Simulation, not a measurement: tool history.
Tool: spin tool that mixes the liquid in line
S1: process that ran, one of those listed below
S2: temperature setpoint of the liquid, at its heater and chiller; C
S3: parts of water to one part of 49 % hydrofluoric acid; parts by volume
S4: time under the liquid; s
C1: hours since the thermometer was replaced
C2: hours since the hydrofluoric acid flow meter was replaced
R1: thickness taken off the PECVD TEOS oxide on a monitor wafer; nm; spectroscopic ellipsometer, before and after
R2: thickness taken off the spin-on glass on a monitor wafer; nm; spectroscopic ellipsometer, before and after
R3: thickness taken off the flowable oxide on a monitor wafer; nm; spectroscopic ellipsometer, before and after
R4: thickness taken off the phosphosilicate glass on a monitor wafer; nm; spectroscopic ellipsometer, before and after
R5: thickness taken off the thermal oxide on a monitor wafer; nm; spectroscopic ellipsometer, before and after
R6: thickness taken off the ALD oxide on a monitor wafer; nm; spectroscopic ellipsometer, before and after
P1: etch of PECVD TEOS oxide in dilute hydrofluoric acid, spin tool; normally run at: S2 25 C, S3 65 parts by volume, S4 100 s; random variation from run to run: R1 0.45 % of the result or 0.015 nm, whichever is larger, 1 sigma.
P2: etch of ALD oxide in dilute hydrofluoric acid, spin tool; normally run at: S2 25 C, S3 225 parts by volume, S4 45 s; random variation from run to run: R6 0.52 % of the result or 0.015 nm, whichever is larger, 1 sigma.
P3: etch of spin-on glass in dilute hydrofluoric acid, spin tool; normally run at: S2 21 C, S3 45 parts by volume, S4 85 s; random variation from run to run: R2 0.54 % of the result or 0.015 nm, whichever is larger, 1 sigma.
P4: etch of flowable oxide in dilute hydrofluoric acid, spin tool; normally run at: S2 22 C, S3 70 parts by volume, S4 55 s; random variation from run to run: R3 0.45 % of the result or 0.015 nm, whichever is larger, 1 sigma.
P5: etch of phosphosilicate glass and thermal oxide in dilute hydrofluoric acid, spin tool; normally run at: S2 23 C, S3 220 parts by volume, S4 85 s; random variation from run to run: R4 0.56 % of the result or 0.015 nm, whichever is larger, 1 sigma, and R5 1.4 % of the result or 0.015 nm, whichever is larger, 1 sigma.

run,day,S1,S2,S3,S4,C1,C2,R1,R2,R3,R4,R5,R6
1,0.375,P1,25,65,100,297.1,990.3,46.327,,,,,
2,0.7,P3,21,20,85,304.9,998.1,,134.26,,,,
3,0.9,P1,19,35,100,309.7,1002.9,69.668,,,,,
4,1.308,P4,27.5,70,55,319.5,1012.7,,,49.696,,,
5,1.521,P1,25,65,25,324.6,1017.8,11.637,,,,,
6,1.892,P1,25,40,100,333.5,1026.7,78.883,,,,,
7,2.129,P1,25,65,100,339.2,1032.4,46.88,,,,,
8,2.529,P5,17,220,85,348.8,1042,,,,39.719,1.2484,
9,2.783,P3,21,45,85,354.9,1048.1,,57.771,,,,
10,3.188,P1,25,65,100,364.6,1057.8,46.749,,,,,
11,3.492,P4,22,70,55,371.9,1065.1,,,39.599,,,
12,3.892,P1,21.5,65,140,381.5,1074.7,56.574,,,,,
13,4.096,P2,25,225,75,386.4,1079.6,,,,,,7.1794
14,4.329,P1,31,65,100,392,1085.2,59.139,,,,,
15,4.608,P1,17,65,100,398.7,1091.9,33.17,,,,,
16,4.946,P1,25,115,100,406.8,1100,24.946,,,,,
17,5.138,P5,23,220,150,411.4,1104.6,,,,88.378,2.8573,
18,5.446,P2,32,225,45,418.8,1112,,,,,,5.444
19,5.742,P2,25,345,45,425.9,1119.1,,,,,,2.4369
20,5.942,P1,25,65,100,430.7,1123.9,46.791,,,,,
21,6.262,P1,25,65,100,438.4,1131.6,46.755,,,,,
22,6.525,P5,23,220,85,444.7,1137.9,,,,49.827,1.627,
23,6.917,P4,22,70,55,454.1,1147.3,,,39.647,,,
24,7.325,P2,25,225,45,463.9,1157.1,,,,,,4.2781
25,7.679,P1,19.5,65,160,472.4,1165.6,59.352,,,,,
26,7.95,P4,22,125,55,478.9,1172.1,,,20.831,,,
27,8.242,P5,23,50,85,485.9,1179.1,,,,268.1,8.4967,
28,8.567,P3,28.5,45,85,493.7,1186.9,,78.712,,,,
29,8.754,P1,25,65,100,498.2,1191.4,47.164,,,,,
30,9.162,P4,22,70,85,508,1201.2,,,60.869,,,
31,9.533,P3,21,45,140,516.9,1210.1,,95.822,,,,
32,9.746,P1,25,65,175,522,1215.2,82.116,,,,,
33,10.142,P1,25,65,100,531.5,1224.7,46.353,,,,,
34,10.483,P1,25,65,100,539.7,1232.9,46.606,,,,,
35,10.733,P1,25,65,100,545.7,1238.9,45.476,,,,,
36,10.925,P1,25,65,100,550.3,1243.5,45.21,,,,,
37,11.308,P1,25,65,100,559.5,1252.7,44.168,,,,,
38,11.642,P1,25,65,100,567.5,1260.7,43.977,,,,,
39,12.062,P1,25,65,100,577.6,1270.8,43.717,,,,,
40,12.358,P1,25,65,100,584.7,1277.9,43.238,,,,,
41,12.738,P1,25,65,100,593.8,1287,42.532,,,,,
42,13.062,P1,25,65,100,601.6,1294.8,43.105,,,,,
43,13.254,P1,25,65,100,606.2,1299.4,42.997,,,,,
44,13.479,P1,25,65,100,611.6,1304.8,42.816,,,,,

What P1 gives has crept away from where it was. These 2 causes fit the log equally well, each at the size given:
A: hydrofluoric acid flow below the setpoint (%) = 7.26
B: liquid colder than its thermometer reads (K) = 2.02
The creep began at about day 10.483.

4 check runs are offered, each on 5 wafers whose results are averaged, their results left as question marks. Which one tells the causes apart?
check 1,13.704,P2,25,345,45,,,,,,,,?
check 2,13.704,P5,23,60,85,,,,,,?,?,
check 3,13.704,P4,26.5,70,55,,,,,?,,,
check 4,13.704,P3,24,45,85,,,,?,,,,

What each check would give under each cause:
check,result,if A,if B
check 1,R6,2.2361,2.3099
check 2,R4,201.78,201.29
check 2,R5,6.5514,6.5354
check 3,R3,43.786,43.874
check 4,R2,60.344,60.096
How far apart the two closest causes lie, in the result that separates them most: check 1 3.25 %; check 2 0.24 %; check 3 0.2 %; check 4 0.41 %
Check 1 tells the causes apart: in the others they would give nearly the same result.

Check 1 was then run and gave: R6 2.2304 nm. Which cause is it?

It is A: hydrofluoric acid flow below the setpoint (%).
